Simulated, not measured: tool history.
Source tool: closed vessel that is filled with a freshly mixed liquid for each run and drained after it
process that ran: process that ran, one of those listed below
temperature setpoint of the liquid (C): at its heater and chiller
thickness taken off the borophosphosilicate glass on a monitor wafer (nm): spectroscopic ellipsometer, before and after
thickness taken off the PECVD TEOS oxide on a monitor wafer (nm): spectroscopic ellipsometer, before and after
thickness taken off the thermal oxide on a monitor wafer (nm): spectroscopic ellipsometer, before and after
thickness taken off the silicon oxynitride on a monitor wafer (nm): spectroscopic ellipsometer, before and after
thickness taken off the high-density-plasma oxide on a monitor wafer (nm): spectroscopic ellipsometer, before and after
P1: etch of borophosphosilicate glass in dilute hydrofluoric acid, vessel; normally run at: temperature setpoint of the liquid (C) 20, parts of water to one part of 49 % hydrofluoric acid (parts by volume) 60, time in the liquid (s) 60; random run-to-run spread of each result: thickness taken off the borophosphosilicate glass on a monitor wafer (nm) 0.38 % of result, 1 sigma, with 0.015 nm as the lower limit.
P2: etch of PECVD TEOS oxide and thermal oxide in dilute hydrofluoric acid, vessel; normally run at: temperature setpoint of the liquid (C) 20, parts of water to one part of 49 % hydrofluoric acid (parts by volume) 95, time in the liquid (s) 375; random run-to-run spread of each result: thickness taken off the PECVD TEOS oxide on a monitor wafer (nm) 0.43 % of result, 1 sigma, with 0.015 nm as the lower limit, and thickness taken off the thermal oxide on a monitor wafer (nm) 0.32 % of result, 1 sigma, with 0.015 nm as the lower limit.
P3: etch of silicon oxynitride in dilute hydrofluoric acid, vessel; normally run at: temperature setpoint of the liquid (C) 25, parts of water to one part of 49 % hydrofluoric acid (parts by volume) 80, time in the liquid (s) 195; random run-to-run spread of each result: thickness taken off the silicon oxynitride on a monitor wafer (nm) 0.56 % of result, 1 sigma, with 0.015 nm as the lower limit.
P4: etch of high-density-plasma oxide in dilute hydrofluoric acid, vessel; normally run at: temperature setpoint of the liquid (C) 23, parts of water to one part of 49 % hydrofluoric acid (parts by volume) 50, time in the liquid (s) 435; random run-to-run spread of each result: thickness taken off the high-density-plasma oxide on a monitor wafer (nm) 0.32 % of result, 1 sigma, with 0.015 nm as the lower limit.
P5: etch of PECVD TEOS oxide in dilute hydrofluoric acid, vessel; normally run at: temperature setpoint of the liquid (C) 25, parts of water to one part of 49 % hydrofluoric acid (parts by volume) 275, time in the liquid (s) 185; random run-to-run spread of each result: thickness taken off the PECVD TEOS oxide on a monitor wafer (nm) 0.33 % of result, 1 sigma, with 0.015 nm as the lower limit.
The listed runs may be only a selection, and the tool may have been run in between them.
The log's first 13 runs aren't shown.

| run | hour | process that ran | temperature setpoint of the liquid (C) | parts of water to one part of 49 % hydrofluoric acid (parts by volume) | time in the liquid (s) | hours since the thermometer was replaced | hours since the hydrofluoric acid flow meter was replaced | thickness taken off the borophosphosilicate glass on a monitor wafer (nm) | thickness taken off the PECVD TEOS oxide on a monitor wafer (nm) | thickness taken off the thermal oxide on a monitor wafer (nm) | thickness taken off the silicon oxynitride on a monitor wafer (nm) | thickness taken off the high-density-plasma oxide on a monitor wafer (nm) |
|---|---|---|---|---|---|---|---|---|---|---|---|---|
| 14 | 65.8 | P4 | 17 | 50 | 435 | 13.3 | 643.6 |  |  |  |  | 35.393 |
| 15 | 69.4 | P1 | 17 | 85 | 60 | 16.9 | 647.2 | 16.764 |  |  |  |  |
| 16 | 73.8 | P1 | 20 | 60 | 105 | 21.3 | 651.6 | 48.269 |  |  |  |  |
| 17 | 77.2 | P4 | 23 | 50 | 435 | 24.7 | 655 |  |  |  |  | 45.521 |
| 18 | 82.7 | P2 | 20 | 95 | 375 | 30.2 | 660.5 |  | 54.102 | 16.783 |  |  |
| 19 | 85.7 | P5 | 33 | 275 | 185 | 33.2 | 663.5 |  | 12.433 |  |  |  |
| 20 | 89.1 | P1 | 20 | 25 | 90 | 36.6 | 666.9 | 103.88 |  |  |  |  |
| 21 | 95.6 | P3 | 25 | 80 | 335 | 43.1 | 673.4 |  |  |  | 16.552 |  |
| 22 | 99.4 | P2 | 20 | 95 | 735 | 46.9 | 677.2 |  | 105.79 | 33.037 |  |  |
| 23 | 105.5 | P1 | 25 | 60 | 60 | 53 | 683.3 | 33.888 |  |  |  |  |
| 24 | 109.8 | P4 | 23 | 50 | 435 | 57.3 | 687.6 |  |  |  |  | 45.459 |

What will run 25 give?
| 25 | 114.1 | P1 | 17 | 60 | 60 | 61.6 | 691.9 | ? |  |  |  |  |

thickness taken off the borophosphosilicate glass on a monitor wafer (nm): 24.38
